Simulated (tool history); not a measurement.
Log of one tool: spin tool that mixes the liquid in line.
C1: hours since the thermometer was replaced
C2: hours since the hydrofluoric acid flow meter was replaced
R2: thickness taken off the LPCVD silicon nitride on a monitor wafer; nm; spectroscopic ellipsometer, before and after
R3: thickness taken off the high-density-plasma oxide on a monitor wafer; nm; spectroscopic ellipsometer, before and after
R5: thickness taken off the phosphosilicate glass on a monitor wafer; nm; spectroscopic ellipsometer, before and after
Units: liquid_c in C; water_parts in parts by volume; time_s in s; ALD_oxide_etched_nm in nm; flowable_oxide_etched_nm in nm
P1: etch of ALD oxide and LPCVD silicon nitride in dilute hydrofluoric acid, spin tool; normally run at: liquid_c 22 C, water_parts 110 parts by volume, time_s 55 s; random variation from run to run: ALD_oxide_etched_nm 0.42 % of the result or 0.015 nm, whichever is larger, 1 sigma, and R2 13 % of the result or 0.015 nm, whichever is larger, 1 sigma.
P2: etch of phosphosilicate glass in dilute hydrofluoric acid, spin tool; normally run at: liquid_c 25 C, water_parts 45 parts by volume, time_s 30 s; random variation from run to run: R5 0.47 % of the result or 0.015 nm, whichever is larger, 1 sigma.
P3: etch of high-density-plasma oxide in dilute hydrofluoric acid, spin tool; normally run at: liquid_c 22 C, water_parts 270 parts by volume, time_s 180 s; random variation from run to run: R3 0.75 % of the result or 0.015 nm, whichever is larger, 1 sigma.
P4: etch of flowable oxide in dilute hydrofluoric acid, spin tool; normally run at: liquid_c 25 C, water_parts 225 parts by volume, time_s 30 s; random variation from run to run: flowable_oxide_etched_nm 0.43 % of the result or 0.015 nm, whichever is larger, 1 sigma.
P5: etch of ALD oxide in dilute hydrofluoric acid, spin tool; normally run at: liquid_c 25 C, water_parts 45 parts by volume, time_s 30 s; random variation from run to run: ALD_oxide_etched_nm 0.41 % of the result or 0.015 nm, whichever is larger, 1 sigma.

Run 1, hour 4.8: process P1, liquid_c 22 C, water_parts 110 parts by volume, time_s 55 s; C1 891.4; C2 1335.4. Result: ALD_oxide_etched_nm 11.943 nm, R2 0.1863 nm.
Run 2, hour 10.8: process P3, liquid_c 22 C, water_parts 270 parts by volume, time_s 325 s; C1 897.4; C2 1341.4. Result: R3 6.2153 nm.
Run 3, hour 14.8: process P3, liquid_c 22 C, water_parts 60 parts by volume, time_s 180 s; C1 901.4; C2 1345.4. Result: R3 19.767 nm.
Run 4, hour 18.3: process P4, liquid_c 25 C, water_parts 225 parts by volume, time_s 30 s; C1 904.9; C2 1348.9. Result: flowable_oxide_etched_nm 8.1791 nm.
Run 5, hour 24.2: process P1, liquid_c 22 C, water_parts 110 parts by volume, time_s 100 s; C1 910.8; C2 1354.8. Result: ALD_oxide_etched_nm 21.529 nm, R2 0.28658 nm.
Run 6, hour 29.4: process P1, liquid_c 22 C, water_parts 110 parts by volume, time_s 55 s; C1 916; C2 1360. Result: ALD_oxide_etched_nm 11.864 nm, R2 0.17592 nm.
Run 7, hour 34.6: process P4, liquid_c 25 C, water_parts 390 parts by volume, time_s 30 s; C1 921.2; C2 1365.2. Result: flowable_oxide_etched_nm 3.9784 nm.
Run 8, hour 37.8: process P3, liquid_c 30 C, water_parts 270 parts by volume, time_s 180 s; C1 924.4; C2 1368.4. Result: R3 4.6278 nm.
Run 9, hour 43.6: process P1, liquid_c 22 C, water_parts 190 parts by volume, time_s 55 s; C1 930.2; C2 1374.2. Result: ALD_oxide_etched_nm 6.2827 nm, R2 0.090378 nm.
Run 10, hour 50.2: process P1, liquid_c 22 C, water_parts 160 parts by volume, time_s 95 s; C1 936.8; C2 1380.8. Result: ALD_oxide_etched_nm 13.204 nm, R2 0.19708 nm.
Run 11, hour 55.2: process P5, liquid_c 25 C, water_parts 45 parts by volume, time_s 30 s; C1 941.8; C2 1385.8. Result: ALD_oxide_etched_nm 9.9582 nm.
Run 12, hour 61: process P2, liquid_c 25 C, water_parts 45 parts by volume, time_s 30 s; C1 947.6; C2 1391.6. Result: R5 75.238 nm.
Run 13, hour 65: process P1, liquid_c 22 C, water_parts 60 parts by volume, time_s 55 s; C1 951.6; C2 1395.6. Result: ALD_oxide_etched_nm 23.079 nm, R2 0.39696 nm.
Run 14, hour 71: process P1, liquid_c 22 C, water_parts 110 parts by volume, time_s 55 s; C1 957.6; C2 1401.6. Result: ALD_oxide_etched_nm 11.787 nm, R2 0.2019 nm.
Run 15, hour 75.2: process P5, liquid_c 25 C, water_parts 45 parts by volume, time_s 50 s; C1 961.8; C2 1405.8. Result: ALD_oxide_etched_nm 16.449 nm.
Run 16, hour 80.8: process P2, liquid_c 25 C, water_parts 60 parts by volume, time_s 30 s; C1 967.4; C2 1411.4. Result: R5 55.528 nm.
Run 17, hour 84.9: process P1, liquid_c 17 C, water_parts 110 parts by volume, time_s 55 s; C1 971.5; C2 1415.5. Result: ALD_oxide_etched_nm 9.5737 nm, R2 0.13489 nm.
Run 18, hour 89.4: process P5, liquid_c 17.5 C, water_parts 45 parts by volume, time_s 30 s; C1 976; C2 1420. Result: ALD_oxide_etched_nm 7.2329 nm.
Run 19, hour 95.8: process P1, liquid_c 22 C, water_parts 65 parts by volume, time_s 85 s; C1 982.4; C2 1426.4. Result: ALD_oxide_etched_nm 32.623 nm, R2 0.51291 nm.
Run 20, hour 99.8: process P1, liquid_c 22 C, water_parts 110 parts by volume, time_s 55 s; C1 986.4; C2 1430.4. Result: ALD_oxide_etched_nm 11.826 nm, R2 0.18498 nm.
Run 21, hour 104: process P1, liquid_c 22 C, water_parts 110 parts by volume, time_s 55 s; C1 990.6; C2 1434.6. Result: ALD_oxide_etched_nm 11.781 nm, R2 0.18007 nm.
Run 22, hour 109: process P1, liquid_c 28 C, water_parts 110 parts by volume, time_s 55 s; C1 995.6; C2 1439.6. Result: ALD_oxide_etched_nm 14.865 nm, R2 0.36612 nm.
Run 23, hour 112.5: process P1, liquid_c 22 C, water_parts 110 parts by volume, time_s 15 s; C1 999.1; C2 1443.1. Result: ALD_oxide_etched_nm 3.2479 nm, R2 0.085591 nm.
Run 24, hour 117.1: process P2, liquid_c 25 C, water_parts 45 parts by volume, time_s 30 s; C1 1003.7; C2 1447.7. Result: R5 74.937 nm.
Run 25, hour 120.3: process P3, liquid_c 22 C, water_parts 270 parts by volume, time_s 180 s; C1 1006.9; C2 1450.9. Result: R3 3.4851 nm.
Run 26, hour 126.6: process P2, liquid_c 30.5 C, water_parts 45 parts by volume, time_s 30 s; C1 1013.2; C2 1457.2. Result: R5 93.228 nm.
Run 27, hour 130.8: process P4, liquid_c 25 C, water_parts 225 parts by volume, time_s 15 s; C1 1017.4; C2 1461.4. Result: flowable_oxide_etched_nm 4.1327 nm.
Run 28, hour 136.9: process P3, liquid_c 22 C, water_parts 270 parts by volume, time_s 180 s; C1 1023.5; C2 1467.5. Result: R3 3.5052 nm.
Run 29, hour 140.8: process P5, liquid_c 25 C, water_parts 75 parts by volume, time_s 30 s; C1 1027.4; C2 1471.4. Result: ALD_oxide_etched_nm 5.7098 nm.
Run 30, hour 144.1: process P2, liquid_c 25 C, water_parts 45 parts by volume, time_s 15 s; C1 1030.7; C2 1474.7. Result: R5 37.145 nm.
Run 31, hour 147.4: process P4, liquid_c 31.5 C, water_parts 225 parts by volume, time_s 30 s; C1 1034; C2 1478. Result: flowable_oxide_etched_nm 10.354 nm.
Run 32, hour 153.4: process P1, liquid_c 22 C, water_parts 110 parts by volume, time_s 55 s; C1 1040; C2 1484. Result: ALD_oxide_etched_nm 11.839 nm, R2 0.21738 nm.
Run 33, hour 159: process P1, liquid_c 22 C, water_parts 110 parts by volume, time_s 55 s; C1 1045.6; C2 1489.6. Result: ALD_oxide_etched_nm 12.37 nm, R2 0.19514 nm.
Run 34, hour 163.9: process P1, liquid_c 22 C, water_parts 110 parts by volume, time_s 55 s; C1 1050.5; C2 1494.5. Result: ALD_oxide_etched_nm 12.557 nm, R2 0.24836 nm.
Run 35, hour 169.7: process P1, liquid_c 22 C, water_parts 110 parts by volume, time_s 55 s; C1 1056.3; C2 1500.3. Result: ALD_oxide_etched_nm 12.662 nm, R2 0.22178 nm.
Run 36, hour 173.5: process P1, liquid_c 22 C, water_parts 110 parts by volume, time_s 55 s; C1 1060.1; C2 1504.1. Result: ALD_oxide_etched_nm 12.612 nm, R2 0.24553 nm.
Run 37, hour 178.4: process P1, liquid_c 22 C, water_parts 110 parts by volume, time_s 55 s; C1 1065; C2 1509. Result: ALD_oxide_etched_nm 12.825 nm, R2 0.21206 nm.
Run 38, hour 185.6: process P1, liquid_c 22 C, water_parts 110 parts by volume, time_s 55 s; C1 1072.2; C2 1516.2. Result: ALD_oxide_etched_nm 12.741 nm, R2 0.2224 nm.

What P1 gives has crept away from where it was. These 2 causes fit the log equally well, each at the size given:
A: hydrofluoric acid flow above the setpoint (%) = 6.84
B: liquid hotter than its thermometer reads (K) = 1.88
The creep began at about hour 153.4.

4 check runs are offered, each on 2 wafers whose results are averaged, their results left as question marks. Which one tells the causes apart?
Run check 1, hour 192.8: process P3, liquid_c 22 C, water_parts 85 parts by volume, time_s 180 s. Result: R3 ?.
Run check 2, hour 192.8: process P4, liquid_c 28 C, water_parts 380 parts by volume, time_s 30 s. Result: flowable_oxide_etched_nm ?.
Run check 3, hour 192.8: process P5, liquid_c 25 C, water_parts 45 parts by volume, time_s 45 s. Result: ALD_oxide_etched_nm ?.
Run check 4, hour 192.8: process P2, liquid_c 29 C, water_parts 45 parts by volume, time_s 30 s. Result: R5 ?.

What each check would give under each cause:
  check                    result    if A    if B
check 1                        R3  14.543  14.591
check 2  flowable_oxide_etched_nm  5.0318  4.8737
check 3       ALD_oxide_etched_nm  15.944  16.047
check 4                        R5  94.811  95.159
How far apart the two closest causes lie, in the result that separates them most: check 1 0.33 %; check 2 3.19 %; check 3 0.64 %; check 4 0.37 %
Only check 2 tells the causes apart: in the others they would give nearly the same result.

Then check 2 was run and gave: flowable_oxide_etched_nm 4.9105 nm. Which cause is it?

It is B: liquid hotter than its thermometer reads (K).
